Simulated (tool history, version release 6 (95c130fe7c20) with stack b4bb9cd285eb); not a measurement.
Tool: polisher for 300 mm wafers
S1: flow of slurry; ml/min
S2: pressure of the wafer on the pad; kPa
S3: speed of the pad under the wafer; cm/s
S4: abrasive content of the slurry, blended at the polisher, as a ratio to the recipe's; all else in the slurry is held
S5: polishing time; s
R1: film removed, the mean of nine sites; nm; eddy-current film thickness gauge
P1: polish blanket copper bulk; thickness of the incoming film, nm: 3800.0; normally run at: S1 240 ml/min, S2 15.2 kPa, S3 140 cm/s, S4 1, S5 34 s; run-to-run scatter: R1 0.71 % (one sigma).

run,hour,S1,S2,S3,S4,S5,R1
1,7.3,240,15.2,140,1,34,377.7
2,11,240,23.4,140,0.6,34,521.89
# hour 15.5: head pressure recalibrated
# hour 15.9: slurry nozzle cleaned
3,16.4,240,15.2,140,1.45,34,410.94
4,20.9,240,6.9,140,1,34,171.59
5,24.3,240,15.2,140,1,34,374.16
6,29.9,240,15.2,220,1,34,588.14
7,34.8,240,15.2,140,1,34,376.49
8,40.8,145,15.2,140,1,34,349.99
9,44.7,240,15.2,140,1,52,569.49
10,52.3,240,15.2,102,1,34,275.08
11,59,240,15.2,140,1,34,376.28
12,63.9,180,15.2,140,1.25,34,379.5
13,70.8,240,15.2,140,0.65,34,342.08
14,77.3,240,15.2,140,1,34,374.34
15,81.7,240,24.1,140,1,34,595.63
16,87.3,240,15.2,140,1,34,375.83
17,92.1,360,15.2,140,1,34,394.45
18,97.3,240,15.2,140,1,20,220.25
19,103.1,240,15.2,140,1,34,376.54
20,108.3,240,15.2,140,1,34,372.09
21,112.2,240,15.2,140,1,34,363.45
22,115.7,240,15.2,140,1,34,362.95
# hour 120.6: head pressure recalibrated
23,123,240,15.2,140,1,34,353.06
24,126.6,240,15.2,140,1,34,357.73
# hour 130: slurry blender recalibrated
25,130.6,240,15.2,140,1,34,352.13
26,136.4,240,15.2,140,1,34,352.62
27,141.9,240,15.2,140,1,34,348.6

What P1 gives has crept away from where it was. These 2 causes fit the log equally well, each at the size given:
A: removal rate lost through wear of the pad, % = 6.64
B: slurry flow missing at the pad, % = 38.5
The creep began at about hour 103.1.
Why every other cause is out:
head's pressure below its setpoint, %: serviced at hour 120.6, which brought nothing back
abrasive missing from the slurry, %: serviced at hour 130, which brought nothing back

4 check runs are offered, each on 2 wafers whose results are averaged, their results left as question marks. Which one tells the causes apart?
check 1,147.4,150,8.3,140,1,34,?
check 2,147.4,240,22.1,212,1,34,?
check 3,147.4,240,22.8,140,1,46,?
check 4,147.4,240,9.7,140,1,50,?

What each check would give under each cause:
check,result,if A,if B
check 1,R1,179.22,172.67
check 2,R1,773.1,773.01
check 3,R1,712.32,712.23
check 4,R1,328.47,328.43
How far apart the two closest causes lie, in the result that separates them most: check 1 3.73 %; check 2 0.01 %; check 3 0.01 %; check 4 0.01 %
Check 1 tells the causes apart: in the others they would give nearly the same result.

Then check 1 was run and gave: R1 170.71 nm. Which cause is it?

It is B: slurry flow missing at the pad, %.

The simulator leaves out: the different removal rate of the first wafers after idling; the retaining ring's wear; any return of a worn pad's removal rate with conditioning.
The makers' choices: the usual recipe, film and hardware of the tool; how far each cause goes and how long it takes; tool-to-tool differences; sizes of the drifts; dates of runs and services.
